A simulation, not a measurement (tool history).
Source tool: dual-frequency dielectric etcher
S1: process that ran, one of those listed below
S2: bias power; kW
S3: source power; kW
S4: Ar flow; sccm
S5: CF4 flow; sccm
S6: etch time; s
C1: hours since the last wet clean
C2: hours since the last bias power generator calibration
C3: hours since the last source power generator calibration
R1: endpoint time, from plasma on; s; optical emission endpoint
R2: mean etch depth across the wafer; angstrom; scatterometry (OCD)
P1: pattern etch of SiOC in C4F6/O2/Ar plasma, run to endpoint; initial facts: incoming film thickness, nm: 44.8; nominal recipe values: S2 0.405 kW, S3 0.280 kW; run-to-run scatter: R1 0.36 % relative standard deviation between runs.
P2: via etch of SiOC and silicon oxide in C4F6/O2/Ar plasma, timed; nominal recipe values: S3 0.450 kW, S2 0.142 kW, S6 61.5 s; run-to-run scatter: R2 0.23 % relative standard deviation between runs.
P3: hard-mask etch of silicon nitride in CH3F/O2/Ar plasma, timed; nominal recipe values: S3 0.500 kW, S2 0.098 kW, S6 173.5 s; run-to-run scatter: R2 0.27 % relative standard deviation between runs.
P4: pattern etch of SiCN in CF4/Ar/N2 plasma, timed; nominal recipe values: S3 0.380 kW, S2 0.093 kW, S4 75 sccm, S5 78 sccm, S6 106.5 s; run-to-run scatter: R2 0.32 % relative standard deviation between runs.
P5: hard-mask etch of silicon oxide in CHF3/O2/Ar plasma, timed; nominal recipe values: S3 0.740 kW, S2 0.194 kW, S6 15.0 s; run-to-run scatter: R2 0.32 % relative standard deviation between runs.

run 1 hour=6.1 | S1=P1 S2=0.405 S3=0.280 | C1=53.1 C2=449.6 C3=1576.3 | R1=18.278
run 2 hour=9.4 | S1=P4 S2=0.093 S3=0.380 S4=75 S5=78 S6=106.5 | C1=56.4 C2=452.9 C3=1579.6 | R2=919.48
run 3 hour=14.8 | S1=P4 S2=0.093 S3=0.230 S4=75 S5=78 S6=106.5 | C1=61.8 C2=458.3 C3=1585.0 | R2=595.31
run 4 hour=20.7 | S1=P4 S2=0.093 S3=0.380 S4=46 S5=78 S6=106.5 | C1=67.7 C2=464.2 C3=1590.9 | R2=966.79
run 5 hour=24.7 | S1=P2 S2=0.188 S3=0.450 S6=61.5 | C1=71.7 C2=468.2 C3=1594.9 | R2=730.88
run 6 hour=29.7 | S1=P5 S2=0.194 S3=0.740 S6=9.5 | C1=76.7 C2=473.2 C3=1599.9 | R2=211.19
run 7 hour=33.1 | S1=P4 S2=0.093 S3=0.380 S4=75 S5=109 S6=106.5 | C1=80.1 C2=476.6 C3=1603.3 | R2=963.87
run 8 hour=38.0 | S1=P1 S2=0.405 S3=0.350 | C1=85.0 C2=481.5 C3=1608.2 | R1=16.903
run 9 hour=41.1 | S1=P1 S2=0.537 S3=0.220 | C1=88.1 C2=484.6 C3=1611.3 | R1=17.984
run 10 hour=45.3 | S1=P5 S2=0.194 S3=1.010 S6=15.0 | C1=92.3 C2=488.8 C3=1615.5 | R2=373.50
run 11 hour=48.7 | S1=P5 S2=0.256 S3=0.740 S6=15.0 | C1=95.7 C2=492.2 C3=1618.9 | R2=365.86
run 12 hour=54.2 | S1=P1 S2=0.405 S3=0.180 | C1=101.2 C2=497.7 C3=1624.4 | R1=21.466
run 13 hour=59.4 | S1=P1 S2=0.405 S3=0.280 | C1=106.4 C2=502.9 C3=1629.6 | R1=18.410
run 14 hour=64.7 | S1=P3 S2=0.098 S3=0.390 S6=173.5 | C1=111.7 C2=508.2 C3=1634.9 | R2=1344.20
run 15 hour=68.7 | S1=P5 S2=0.194 S3=0.740 S6=15.0 | C1=115.7 C2=512.2 C3=1638.9 | R2=332.84
run 16 hour=74.0 | S1=P4 S2=0.073 S3=0.380 S4=75 S5=78 S6=106.5 | C1=121.0 C2=517.5 C3=1644.2 | R2=851.15
run 17 hour=79.8 | S1=P3 S2=0.132 S3=0.500 S6=173.5 | C1=126.8 C2=523.3 C3=1650.0 | R2=1650.20
run 18 hour=83.4 | S1=P1 S2=0.405 S3=0.280 | C1=130.4 C2=526.9 C3=1653.6 | R1=18.314
run 19 hour=87.4 | S1=P1 S2=0.405 S3=0.280 | C1=134.4 C2=530.9 C3=1657.6 | R1=18.233
run 20 hour=90.4 | S1=P3 S2=0.098 S3=0.500 S6=112.0 | C1=137.4 C2=533.9 C3=1660.6 | R2=955.10
run 21 hour=93.3 | S1=P1 S2=0.245 S3=0.340 | C1=140.3 C2=536.8 C3=1663.5 | R1=20.330
run 22 hour=96.7 | S1=P3 S2=0.098 S3=0.500 S6=173.5 | C1=143.7 C2=540.2 C3=1666.9 | R2=1468.90
run 23 hour=102.1 | S1=P1 S2=0.561 S3=0.340 | C1=149.1 C2=545.6 C3=1672.3 | R1=15.146
run 24 hour=108.0 | S1=P1 S2=0.498 S3=0.280 | C1=155.0 C2=551.5 C3=1678.2 | R1=16.932
run 25 hour=113.0 | S1=P1 S2=0.302 S3=0.280 | C1=160.0 C2=556.5 C3=1683.2 | R1=20.471
run 26 hour=117.9 | S1=P1 S2=0.405 S3=0.280 | C1=164.9 C2=561.4 C3=1688.1 | R1=18.338
run 27 hour=121.0 | S1=P2 S2=0.142 S3=0.450 S6=61.5 | C1=168.0 C2=564.5 C3=1691.2 | R2=670.84
run 28 hour=124.9 | S1=P5 S2=0.194 S3=0.740 S6=15.0 | C1=171.9 C2=568.4 C3=1695.1 | R2=332.28
run 29 hour=128.8 | S1=P2 S2=0.142 S3=0.270 S6=61.5 | C1=175.8 C2=572.3 C3=1699.0 | R2=543.71
run 30 hour=133.3 | S1=P2 S2=0.142 S3=0.450 S6=91.5 | C1=180.3 C2=576.8 C3=1703.5 | R2=991.88
run 31 hour=138.2 | S1=P4 S2=0.093 S3=0.380 S4=75 S5=78 S6=149.5 | C1=185.2 C2=581.7 C3=1708.4 | R2=1290.40
run 32 hour=142.7 | S1=P1 S2=0.405 S3=0.280 | C1=189.7 C2=586.2 C3=1712.9 | R1=18.392
run 33 hour=145.7 | S1=P1 S2=0.405 S3=0.280 | C1=192.7 C2=589.2 C3=1715.9 | R1=18.323
run 34 hour=150.6 | S1=P1 S2=0.405 S3=0.280 | C1=197.6 C2=594.1 C3=1720.8 | R1=18.539
-- hour=154.9 wet clean of the chamber
run 35 hour=155.4 | S1=P1 S2=0.405 S3=0.280 | C1=0.5 C2=598.9 C3=1725.6 | R1=18.567
run 36 hour=159.5 | S1=P1 S2=0.405 S3=0.280 | C1=4.6 C2=603.0 C3=1729.7 | R1=18.636
run 37 hour=164.2 | S1=P1 S2=0.405 S3=0.280 | C1=9.3 C2=607.7 C3=1734.4 | R1=18.668
run 38 hour=169.4 | S1=P1 S2=0.405 S3=0.280 | C1=14.5 C2=612.9 C3=1739.6 | R1=18.548
run 39 hour=172.7 | S1=P1 S2=0.405 S3=0.280 | C1=17.8 C2=616.2 C3=1742.9 | R1=18.717

P1 has crept away from where it was. The log is fitted equally well by each of these 2 causes, at the sizes shown:
A: bias power that arrives under what is set, % = 4.76
B: source power that arrives under what is set, % = 4.73
The gradual shift began around hour 142.7.
Other possible causes, and why each is ruled out:
chamber walls in a state that lowers the etch rate, %: work on it at hour 154.9, done after the drift set in, did not restore what the process gave before

The check runs listed below each take one wafer, and their results are still question marks. Under which run would the listed causes lead to clearly different results?
run check 1 hour=176.0 | S1=P5 S2=0.224 S3=0.740 S6=15.0 | R2=?
run check 2 hour=176.0 | S1=P4 S2=0.093 S3=0.250 S4=47 S5=78 S6=106.5 | R2=?
run check 3 hour=176.0 | S1=P3 S2=0.113 S3=0.500 S6=173.5 | R2=?
run check 4 hour=176.0 | S1=P2 S2=0.179 S3=0.280 S6=61.5 | R2=?

Outcome of each check run for each possible cause:
check=check_1 result=R2 if_A=343.15 if_B=342.61
check=check_2 result=R2 if_A=660.34 if_B=643.39
check=check_3 result=R2 if_A=1526.30 if_B=1526.30
check=check_4 result=R2 if_A=588.06 if_B=586.52
Distance between the nearest two causes, measured in the result of the check that separates them most: check 1 0.16 %; check 2 2.6 %; check 3 0 %; check 4 0.26 %
The other checks would show nearly matching results whichever cause is true, so check 2 is the only one that separates the causes.

Check 2 was carried out, with these results: R2 644.42 angstrom. Which of the listed causes is responsible?

The correct cause is B, namely: source power that arrives under what is set, %.

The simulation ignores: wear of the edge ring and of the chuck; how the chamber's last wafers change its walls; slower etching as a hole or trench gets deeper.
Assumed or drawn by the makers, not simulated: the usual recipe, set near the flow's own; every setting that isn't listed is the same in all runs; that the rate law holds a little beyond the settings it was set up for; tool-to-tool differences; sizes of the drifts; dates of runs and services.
